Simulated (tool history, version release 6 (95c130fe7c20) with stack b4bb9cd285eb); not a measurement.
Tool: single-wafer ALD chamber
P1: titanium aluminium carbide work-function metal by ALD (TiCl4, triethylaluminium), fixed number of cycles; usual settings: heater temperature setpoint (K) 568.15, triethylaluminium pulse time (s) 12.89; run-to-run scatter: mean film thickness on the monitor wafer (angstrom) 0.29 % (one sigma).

run    day  heater temperature setpoint (K)  triethylaluminium pulse time (s)  hours since the last thermocouple change  hours since the last triethylaluminium bottle change  mean film thickness on the monitor wafer (angstrom)
  1  0.221                           568.15                             12.89                                    1444.0                                                 304.9                                               20.336
  2  0.396                           568.15                             17.66                                    1448.2                                                 309.1                                               20.510
  3  0.554                           568.15                             12.89                                    1452.0                                                 312.9                                               20.360
     0.721  -- thermocouple changed; heater temperature recalibrated
  4  0.746                           590.15                             19.73                                       0.7                                                 317.5                                               22.599
  5  0.954                           568.15                             12.89                                       5.7                                                 322.5                                               20.263
  6  1.150                           568.15                              4.92                                      10.4                                                 327.2                                               16.749
  7  1.258                           589.15                             12.89                                      13.0                                                 329.8                                               22.080
  8  1.471                           568.15                             12.89                                      18.1                                                 334.9                                               20.267
  9  1.612                           588.15                             20.55                                      21.5                                                 338.3                                               22.349
 10  1.729                           568.15                             12.89                                      24.3                                                 341.1                                               20.319
 11  1.938                           568.15                             12.89                                      29.3                                                 346.1                                               20.310
 12  2.154                           545.15                             12.89                                      34.5                                                 351.3                                               18.247
 13  2.350                           568.15                             12.89                                      39.2                                                 356.0                                               20.223
 14  2.483                           568.15                             12.89                                      42.4                                                 359.2                                               20.197
 15  2.604                           568.15                             12.89                                      45.3                                                 362.1                                               20.227
 16  2.779                           568.15                             12.89                                      49.5                                                 366.3                                               20.048
 17  3.008                           568.15                             12.89                                      55.0                                                 371.8                                               20.079
 18  3.150                           568.15                             12.89                                      58.4                                                 375.2                                               20.070
 19  3.383                           568.15                             12.89                                      64.0                                                 380.8                                               19.977
 20  3.525                           568.15                             12.89                                      67.4                                                 384.2                                               19.983
 21  3.742                           568.15                             12.89                                      72.6                                                 389.4                                               20.017

Run 22 comes next. What will it give?
 22  3.888                           568.15                             12.89                                      76.1                                                 392.9                                                    ?

mean film thickness on the monitor wafer (angstrom): 19.926

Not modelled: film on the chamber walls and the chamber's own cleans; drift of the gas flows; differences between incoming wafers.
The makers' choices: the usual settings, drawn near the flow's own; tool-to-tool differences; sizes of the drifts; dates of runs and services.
